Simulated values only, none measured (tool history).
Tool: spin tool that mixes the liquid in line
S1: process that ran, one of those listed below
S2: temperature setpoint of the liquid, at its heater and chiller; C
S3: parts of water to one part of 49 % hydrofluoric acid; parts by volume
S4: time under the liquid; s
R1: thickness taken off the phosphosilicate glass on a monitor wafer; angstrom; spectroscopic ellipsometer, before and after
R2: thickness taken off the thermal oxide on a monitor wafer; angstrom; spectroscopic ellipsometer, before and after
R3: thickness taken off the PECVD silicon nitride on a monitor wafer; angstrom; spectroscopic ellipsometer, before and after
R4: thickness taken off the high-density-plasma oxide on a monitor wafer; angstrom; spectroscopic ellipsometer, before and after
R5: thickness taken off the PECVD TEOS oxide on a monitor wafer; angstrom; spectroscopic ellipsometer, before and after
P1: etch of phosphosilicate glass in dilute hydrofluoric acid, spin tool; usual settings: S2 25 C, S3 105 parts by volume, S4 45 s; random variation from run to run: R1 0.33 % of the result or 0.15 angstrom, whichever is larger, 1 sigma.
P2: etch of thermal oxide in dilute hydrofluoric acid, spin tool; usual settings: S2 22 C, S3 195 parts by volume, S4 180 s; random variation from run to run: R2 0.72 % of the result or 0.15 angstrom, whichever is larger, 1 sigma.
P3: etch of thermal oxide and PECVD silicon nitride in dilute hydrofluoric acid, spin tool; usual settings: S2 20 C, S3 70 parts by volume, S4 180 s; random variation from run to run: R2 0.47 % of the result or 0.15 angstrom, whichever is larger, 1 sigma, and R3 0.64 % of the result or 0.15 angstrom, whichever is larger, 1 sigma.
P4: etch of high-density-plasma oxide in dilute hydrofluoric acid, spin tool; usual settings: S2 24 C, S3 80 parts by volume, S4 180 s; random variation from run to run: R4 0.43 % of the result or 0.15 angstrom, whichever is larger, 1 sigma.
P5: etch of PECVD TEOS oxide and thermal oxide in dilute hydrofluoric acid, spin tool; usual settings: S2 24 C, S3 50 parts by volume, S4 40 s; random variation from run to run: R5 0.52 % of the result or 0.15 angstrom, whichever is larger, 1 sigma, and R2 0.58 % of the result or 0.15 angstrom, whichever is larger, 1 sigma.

Run 1, hour 7.4: S1 P1, S2 25 C, S3 105 parts by volume, S4 45 s. Result: R1 379.39 angstrom.
Run 2, hour 16.5: S1 P3, S2 17 C, S3 70 parts by volume, S4 180 s. Result: R2 97.05 angstrom, R3 35.839 angstrom.
Run 3, hour 24: S1 P3, S2 20 C, S3 70 parts by volume, S4 330 s. Result: R2 201.23 angstrom, R3 80.789 angstrom.
Run 4, hour 30.3: S1 P1, S2 25 C, S3 105 parts by volume, S4 45 s. Result: R1 380.24 angstrom.
Run 5, hour 41.3: S1 P4, S2 24 C, S3 80 parts by volume, S4 180 s. Result: R4 171.13 angstrom.
Run 6, hour 46.1: S1 P1, S2 25 C, S3 105 parts by volume, S4 20 s. Result: R1 170.21 angstrom.
Run 7, hour 51.4: S1 P1, S2 25 C, S3 30 parts by volume, S4 45 s. Result: R1 1466.8 angstrom.
Run 8, hour 56.8: S1 P5, S2 18 C, S3 50 parts by volume, S4 40 s. Result: R2 30.433 angstrom, R5 173.82 angstrom.
Run 9, hour 63.6: S1 P1, S2 25 C, S3 105 parts by volume, S4 45 s. Result: R1 379.58 angstrom.
Run 10, hour 72.6: S1 P3, S2 20 C, S3 70 parts by volume, S4 180 s. Result: R2 109.76 angstrom, R3 44.112 angstrom.
Run 11, hour 81.1: S1 P2, S2 22 C, S3 195 parts by volume, S4 15 s. Result: R2 3.1213 angstrom.
Run 12, hour 91: S1 P1, S2 25 C, S3 105 parts by volume, S4 45 s. Result: R1 381.2 angstrom.
Run 13, hour 97.9: S1 P1, S2 17.5 C, S3 105 parts by volume, S4 45 s. Result: R1 281.15 angstrom.
Run 14, hour 105.3: S1 P1, S2 19 C, S3 105 parts by volume, S4 20 s. Result: R1 133.18 angstrom.
Run 15, hour 113.3: S1 P4, S2 29.5 C, S3 80 parts by volume, S4 180 s. Result: R4 213.12 angstrom.
Run 16, hour 120.9: S1 P4, S2 24 C, S3 80 parts by volume, S4 320 s. Result: R4 304.62 angstrom.
Run 17, hour 127.8: S1 P1, S2 25 C, S3 185 parts by volume, S4 45 s. Result: R1 195.63 angstrom.
Run 18, hour 137.3: S1 P5, S2 24 C, S3 50 parts by volume, S4 75 s. Result: R2 73.062 angstrom, R5 424.55 angstrom.
Run 19, hour 145.4: S1 P3, S2 20 C, S3 70 parts by volume, S4 180 s. Result: R2 110.45 angstrom, R3 44.027 angstrom.
Run 20, hour 156.4: S1 P2, S2 17 C, S3 195 parts by volume, S4 180 s. Result: R2 29.336 angstrom.
Run 21, hour 166.3: S1 P1, S2 25 C, S3 105 parts by volume, S4 45 s. Result: R1 379.56 angstrom.
Run 22, hour 176.9: S1 P2, S2 22 C, S3 85 parts by volume, S4 180 s. Result: R2 92.61 angstrom.
At hour 177.3: hydrofluoric acid flow meter replaced.
Run 23, hour 187.3: S1 P1, S2 25 C, S3 105 parts by volume, S4 85 s. Result: R1 722.16 angstrom.
Run 24, hour 194.6: S1 P4, S2 24 C, S3 130 parts by volume, S4 180 s. Result: R4 98.363 angstrom.
Run 25, hour 204.6: S1 P1, S2 25 C, S3 180 parts by volume, S4 75 s. Result: R1 339.49 angstrom.
Run 26, hour 212.4: S1 P5, S2 24 C, S3 50 parts by volume, S4 40 s. Result: R2 39.379 angstrom, R5 225.73 angstrom.
Run 27, hour 222.5: S1 P1, S2 29 C, S3 105 parts by volume, S4 45 s. Result: R1 442.75 angstrom.
Run 28, hour 231.5: S1 P2, S2 22 C, S3 195 parts by volume, S4 180 s. Result: R2 35.534 angstrom.
Run 29, hour 242.5: S1 P3, S2 20 C, S3 25 parts by volume, S4 180 s. Result: R2 323.68 angstrom, R3 118.97 angstrom.
Run 30, hour 253.2: S1 P5, S2 24 C, S3 85 parts by volume, S4 40 s. Result: R2 22.405 angstrom, R5 128.27 angstrom.

Forecast run 31:
Run 31, hour 258.7: S1 P2, S2 22 C, S3 195 parts by volume, S4 180 s. Result: R2 ?.

Run 31 gave R2 35.646 angstrom.
